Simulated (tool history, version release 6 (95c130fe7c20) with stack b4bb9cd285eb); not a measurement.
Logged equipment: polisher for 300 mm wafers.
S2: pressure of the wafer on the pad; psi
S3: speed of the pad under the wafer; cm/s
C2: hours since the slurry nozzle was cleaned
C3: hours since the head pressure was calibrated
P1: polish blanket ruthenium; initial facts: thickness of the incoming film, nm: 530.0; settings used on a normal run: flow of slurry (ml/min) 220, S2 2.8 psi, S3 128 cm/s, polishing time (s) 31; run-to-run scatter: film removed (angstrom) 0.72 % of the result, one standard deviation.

{"run": 1, "hour": 14.7, "flow of slurry (ml/min)": 220, "S2": 2.8, "S3": 128, "polishing time (s)": 31, "wafers polished on this pad": 222, "C2": 126.6, "C3": 80.9, "film removed (angstrom)": 662.04}
{"run": 2, "hour": 31.3, "flow of slurry (ml/min)": 220, "S2": 2.8, "S3": 128, "polishing time (s)": 31, "wafers polished on this pad": 393, "C2": 143.2, "C3": 97.5, "film removed (angstrom)": 656.65}
{"run": 3, "hour": 43.8, "flow of slurry (ml/min)": 220, "S2": 2.8, "S3": 194, "polishing time (s)": 31, "wafers polished on this pad": 522, "C2": 155.7, "C3": 110, "film removed (angstrom)": 1001.4}
{"run": 4, "hour": 54.7, "flow of slurry (ml/min)": 220, "S2": 3.9, "S3": 128, "polishing time (s)": 31, "wafers polished on this pad": 634, "C2": 166.6, "C3": 120.9, "film removed (angstrom)": 909.76}
{"run": 5, "hour": 64.9, "flow of slurry (ml/min)": 220, "S2": 2.8, "S3": 128, "polishing time (s)": 31, "wafers polished on this pad": 740, "C2": 176.8, "C3": 131.1, "film removed (angstrom)": 657.85}
{"run": 6, "hour": 80.1, "flow of slurry (ml/min)": 220, "S2": 2.8, "S3": 128, "polishing time (s)": 18, "wafers polished on this pad": 896, "C2": 192, "C3": 146.3, "film removed (angstrom)": 389.05}
{"run": 7, "hour": 96.7, "flow of slurry (ml/min)": 220, "S2": 2.8, "S3": 128, "polishing time (s)": 31, "wafers polished on this pad": 1068, "C2": 208.6, "C3": 162.9, "film removed (angstrom)": 669.71}
{"run": 8, "hour": 107.7, "flow of slurry (ml/min)": 220, "S2": 2.8, "S3": 128, "polishing time (s)": 49, "wafers polished on this pad": 1181, "C2": 219.6, "C3": 173.9, "film removed (angstrom)": 1044.5}
{"run": 9, "hour": 120.3, "flow of slurry (ml/min)": 155, "S2": 2.8, "S3": 128, "polishing time (s)": 42, "wafers polished on this pad": 1311, "C2": 232.2, "C3": 186.5, "film removed (angstrom)": 852.19}
{"hour": 124.7, "done": "slurry nozzle cleaned"}
{"run": 10, "hour": 129.4, "flow of slurry (ml/min)": 220, "S2": 2.8, "S3": 180, "polishing time (s)": 42, "wafers polished on this pad": 1405, "C2": 4.7, "C3": 195.6, "film removed (angstrom)": 1269.1}
{"run": 11, "hour": 144.3, "flow of slurry (ml/min)": 220, "S2": 1.5, "S3": 128, "polishing time (s)": 31, "wafers polished on this pad": 1559, "C2": 19.6, "C3": 210.5, "film removed (angstrom)": 356.81}
{"run": 12, "hour": 154.0, "flow of slurry (ml/min)": 130, "S2": 2.8, "S3": 128, "polishing time (s)": 31, "wafers polished on this pad": 1659, "C2": 29.3, "C3": 220.2, "film removed (angstrom)": 608}
{"run": 13, "hour": 167.3, "flow of slurry (ml/min)": 325, "S2": 2.8, "S3": 128, "polishing time (s)": 31, "wafers polished on this pad": 1796, "C2": 42.6, "C3": 233.5, "film removed (angstrom)": 700}
{"run": 14, "hour": 177.1, "flow of slurry (ml/min)": 290, "S2": 2.8, "S3": 160, "polishing time (s)": 31, "wafers polished on this pad": 1897, "C2": 52.4, "C3": 243.3, "film removed (angstrom)": 845.67}
{"run": 15, "hour": 185.7, "flow of slurry (ml/min)": 220, "S2": 2.8, "S3": 128, "polishing time (s)": 31, "wafers polished on this pad": 1986, "C2": 61, "C3": 251.9, "film removed (angstrom)": 662.56}
{"run": 16, "hour": 196.0, "flow of slurry (ml/min)": 220, "S2": 2.8, "S3": 58, "polishing time (s)": 31, "wafers polished on this pad": 2092, "C2": 71.3, "C3": 262.2, "film removed (angstrom)": 301.93}
{"run": 17, "hour": 207.5, "flow of slurry (ml/min)": 220, "S2": 2.8, "S3": 128, "polishing time (s)": 31, "wafers polished on this pad": 2210, "C2": 82.8, "C3": 273.7, "film removed (angstrom)": 659.96}
{"run": 18, "hour": 216.9, "flow of slurry (ml/min)": 220, "S2": 2.8, "S3": 128, "polishing time (s)": 31, "wafers polished on this pad": 2307, "C2": 92.2, "C3": 283.1, "film removed (angstrom)": 648.51}
{"run": 19, "hour": 227.2, "flow of slurry (ml/min)": 220, "S2": 2.8, "S3": 128, "polishing time (s)": 31, "wafers polished on this pad": 2414, "C2": 102.5, "C3": 293.4, "film removed (angstrom)": 642.38}
{"run": 20, "hour": 236.5, "flow of slurry (ml/min)": 220, "S2": 2.8, "S3": 128, "polishing time (s)": 31, "wafers polished on this pad": 2510, "C2": 111.8, "C3": 302.7, "film removed (angstrom)": 626.34}
{"run": 21, "hour": 250.6, "flow of slurry (ml/min)": 220, "S2": 2.8, "S3": 128, "polishing time (s)": 31, "wafers polished on this pad": 2655, "C2": 125.9, "C3": 316.8, "film removed (angstrom)": 622.98}
{"run": 22, "hour": 260.6, "flow of slurry (ml/min)": 220, "S2": 2.8, "S3": 128, "polishing time (s)": 31, "wafers polished on this pad": 2758, "C2": 135.9, "C3": 326.8, "film removed (angstrom)": 610.87}
{"hour": 274.5, "done": "head pressure recalibrated"}
{"run": 23, "hour": 276.4, "flow of slurry (ml/min)": 220, "S2": 2.8, "S3": 128, "polishing time (s)": 31, "wafers polished on this pad": 2921, "C2": 151.7, "C3": 2, "film removed (angstrom)": 612.87}
{"run": 24, "hour": 294.8, "flow of slurry (ml/min)": 220, "S2": 2.8, "S3": 128, "polishing time (s)": 31, "wafers polished on this pad": 3111, "C2": 170.1, "C3": 20.4, "film removed (angstrom)": 621.86}
{"run": 25, "hour": 305.4, "flow of slurry (ml/min)": 220, "S2": 2.8, "S3": 128, "polishing time (s)": 31, "wafers polished on this pad": 3220, "C2": 180.7, "C3": 31, "film removed (angstrom)": 614.03}
{"run": 26, "hour": 318.2, "flow of slurry (ml/min)": 220, "S2": 2.8, "S3": 128, "polishing time (s)": 31, "wafers polished on this pad": 3352, "C2": 193.5, "C3": 43.8, "film removed (angstrom)": 609.9}
{"run": 27, "hour": 331.1, "flow of slurry (ml/min)": 220, "S2": 2.8, "S3": 128, "polishing time (s)": 31, "wafers polished on this pad": 3485, "C2": 206.4, "C3": 56.7, "film removed (angstrom)": 609.66}
{"run": 28, "hour": 340.3, "flow of slurry (ml/min)": 220, "S2": 2.8, "S3": 128, "polishing time (s)": 31, "wafers polished on this pad": 3580, "C2": 215.6, "C3": 65.9, "film removed (angstrom)": 607.32}

What P1 gives has crept away from where it was. These 2 causes fit the log equally well, each at the size given:
A: slurry flow missing at the pad, % = 39.4
B: removal rate lost through wear of the pad, % = 7.46
At approximately hour 207.5, the process output began to creep.
The rest of the possible causes, and what rules out each one:
head's pressure below its setpoint, %: maintenance at hour 274.5, after the shift began, did not return the process to its former output

Below are 4 check runs, each averaged over 3 wafers, with their results shown as question marks. Which of them would give clearly different results depending on which cause is behind the drift?
{"run": "check 1", "hour": 349.5, "flow of slurry (ml/min)": 220, "S2": 1.6, "S3": 128, "polishing time (s)": 31, "film removed (angstrom)": "?"}
{"run": "check 2", "hour": 349.5, "flow of slurry (ml/min)": 220, "S2": 1.7, "S3": 170, "polishing time (s)": 31, "film removed (angstrom)": "?"}
{"run": "check 3", "hour": 349.5, "flow of slurry (ml/min)": 150, "S2": 2.8, "S3": 128, "polishing time (s)": 31, "film removed (angstrom)": "?"}
{"run": "check 4", "hour": 349.5, "flow of slurry (ml/min)": 220, "S2": 2.8, "S3": 184, "polishing time (s)": 42, "film removed (angstrom)": "?"}

Expected result of each check under each candidate cause:
check=check_1 result=film_removed_(angstrom) if_A=350.12 if_B=350.11
check=check_2 result=film_removed_(angstrom) if_A=494.06 if_B=494.05
check=check_3 result=film_removed_(angstrom) if_A=560.87 if_B=579.38
check=check_4 result=film_removed_(angstrom) if_A=1193.3 if_B=1193.3
Smallest distance between any two causes, each pair judged by its most separating result, in per cent: check 1 0 %; check 2 0 %; check 3 3.25 %; check 4 0 %
Check 3 tells the causes apart: in the others they would give nearly the same result.

Check 3 was carried out, with these results: film removed (angstrom) 579.19. Which of the listed causes is responsible?

B is the cause: removal rate lost through wear of the pad, %.
